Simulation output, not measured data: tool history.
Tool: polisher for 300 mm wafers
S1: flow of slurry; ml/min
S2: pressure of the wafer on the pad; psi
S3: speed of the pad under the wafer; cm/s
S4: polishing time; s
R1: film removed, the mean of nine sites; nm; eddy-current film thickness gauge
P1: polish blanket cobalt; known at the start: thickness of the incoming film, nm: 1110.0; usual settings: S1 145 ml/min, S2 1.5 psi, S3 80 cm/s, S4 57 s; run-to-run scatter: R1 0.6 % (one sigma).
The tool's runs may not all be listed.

{"run": 1, "day": 0.333, "S1": 145, "S2": 1.5, "S3": 80, "S4": 57, "R1": 151.67}
{"run": 2, "day": 0.604, "S1": 225, "S2": 1.5, "S3": 80, "S4": 57, "R1": 161.56}
{"run": 3, "day": 0.829, "S1": 145, "S2": 0.8, "S3": 80, "S4": 57, "R1": 80.363}
{"run": 4, "day": 1.138, "S1": 145, "S2": 1.5, "S3": 80, "S4": 26, "R1": 68.887}
{"day": 1.3, "done": "slurry nozzle cleaned"}
{"day": 1.358, "done": "head pressure recalibrated"}
{"run": 5, "day": 1.421, "S1": 85, "S2": 1.5, "S3": 80, "S4": 57, "R1": 133.92}
{"run": 6, "day": 1.642, "S1": 145, "S2": 1.5, "S3": 80, "S4": 79, "R1": 210.95}
{"run": 7, "day": 1.983, "S1": 145, "S2": 1.5, "S3": 80, "S4": 57, "R1": 151.08}
{"run": 8, "day": 2.188, "S1": 145, "S2": 0.8, "S3": 80, "S4": 86, "R1": 122.07}
{"run": 9, "day": 2.421, "S1": 145, "S2": 1.5, "S3": 80, "S4": 57, "R1": 150.26}
{"run": 10, "day": 2.762, "S1": 145, "S2": 1.5, "S3": 80, "S4": 57, "R1": 150.3}
{"run": 11, "day": 2.979, "S1": 145, "S2": 1.5, "S3": 52, "S4": 57, "R1": 99.104}
{"run": 12, "day": 3.175, "S1": 145, "S2": 2.2, "S3": 80, "S4": 57, "R1": 221.7}

Forecast run 13:
{"run": 13, "day": 3.408, "S1": 145, "S2": 1.5, "S3": 126, "S4": 57, "R1": "?"}

Run 13 gave R1 238.200 nm.
